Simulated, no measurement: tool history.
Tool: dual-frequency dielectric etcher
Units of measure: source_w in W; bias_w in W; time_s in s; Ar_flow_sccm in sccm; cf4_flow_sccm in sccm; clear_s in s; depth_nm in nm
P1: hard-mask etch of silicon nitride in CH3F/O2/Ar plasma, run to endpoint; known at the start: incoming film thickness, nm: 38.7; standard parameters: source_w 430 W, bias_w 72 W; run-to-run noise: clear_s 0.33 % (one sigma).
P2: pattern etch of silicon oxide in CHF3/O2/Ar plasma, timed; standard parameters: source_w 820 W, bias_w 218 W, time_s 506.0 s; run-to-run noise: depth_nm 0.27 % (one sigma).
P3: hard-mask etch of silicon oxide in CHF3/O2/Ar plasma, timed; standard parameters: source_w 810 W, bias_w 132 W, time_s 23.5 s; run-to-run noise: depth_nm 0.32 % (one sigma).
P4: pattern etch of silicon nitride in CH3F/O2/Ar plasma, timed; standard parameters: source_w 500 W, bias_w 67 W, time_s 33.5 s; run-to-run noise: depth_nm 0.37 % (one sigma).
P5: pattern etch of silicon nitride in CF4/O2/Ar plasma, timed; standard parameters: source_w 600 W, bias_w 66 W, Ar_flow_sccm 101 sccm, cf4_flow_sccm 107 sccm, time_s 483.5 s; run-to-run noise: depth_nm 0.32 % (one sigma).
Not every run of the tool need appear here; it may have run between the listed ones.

run   hour  process  source_w  bias_w  time_s  Ar_flow_sccm  cf4_flow_sccm  clear_s  depth_nm
  1    9.5       P1       430      72                                        53.143
  2   20.6       P1       430      72                                        53.443
  3   31.4       P4       500      67    33.5                                          25.723
  4   39.8       P1       430      72                                        53.553
  5   46.4       P1       430      52                                        59.282
  6   59.8       P3       810     132    23.5                                          48.112
  7   69.0       P5       600      66   483.5            74            107           1190.200
  8   78.7       P1       430      72                                        53.595
  9   93.3       P2       820     218   331.5                                         788.450
 10  106.2       P2       820     131   506.0                                        1021.700
 11  113.3       P2       820     218   506.0                                        1204.500
 12  123.8       P1       550      72                                        48.342
 13  130.7       P4       380      67    33.5                                          23.288
 14  143.4       P2       530     218   506.0                                        1022.900
 15  158.5       P5       600      44   483.5           101            107            999.530
 16  171.0       P1       430      72                                        53.160
 17  179.1       P1       310      72                                        60.016
 18  190.1       P4       500      67    43.0                                          32.899
 19  200.1       P1       430      72                                        53.045
 20  207.9       P1       430      87                                        49.687
 21  221.9       P3       810     132    16.0                                          33.003
 22  230.8       P5       600      66   687.5           101            107           1638.500
 23  245.7       P5       830      66   483.5           101            107           1522.800

What will run 24 give?
 24  253.8       P3       810     185    23.5                                               ?

depth_nm: 53.812 nm

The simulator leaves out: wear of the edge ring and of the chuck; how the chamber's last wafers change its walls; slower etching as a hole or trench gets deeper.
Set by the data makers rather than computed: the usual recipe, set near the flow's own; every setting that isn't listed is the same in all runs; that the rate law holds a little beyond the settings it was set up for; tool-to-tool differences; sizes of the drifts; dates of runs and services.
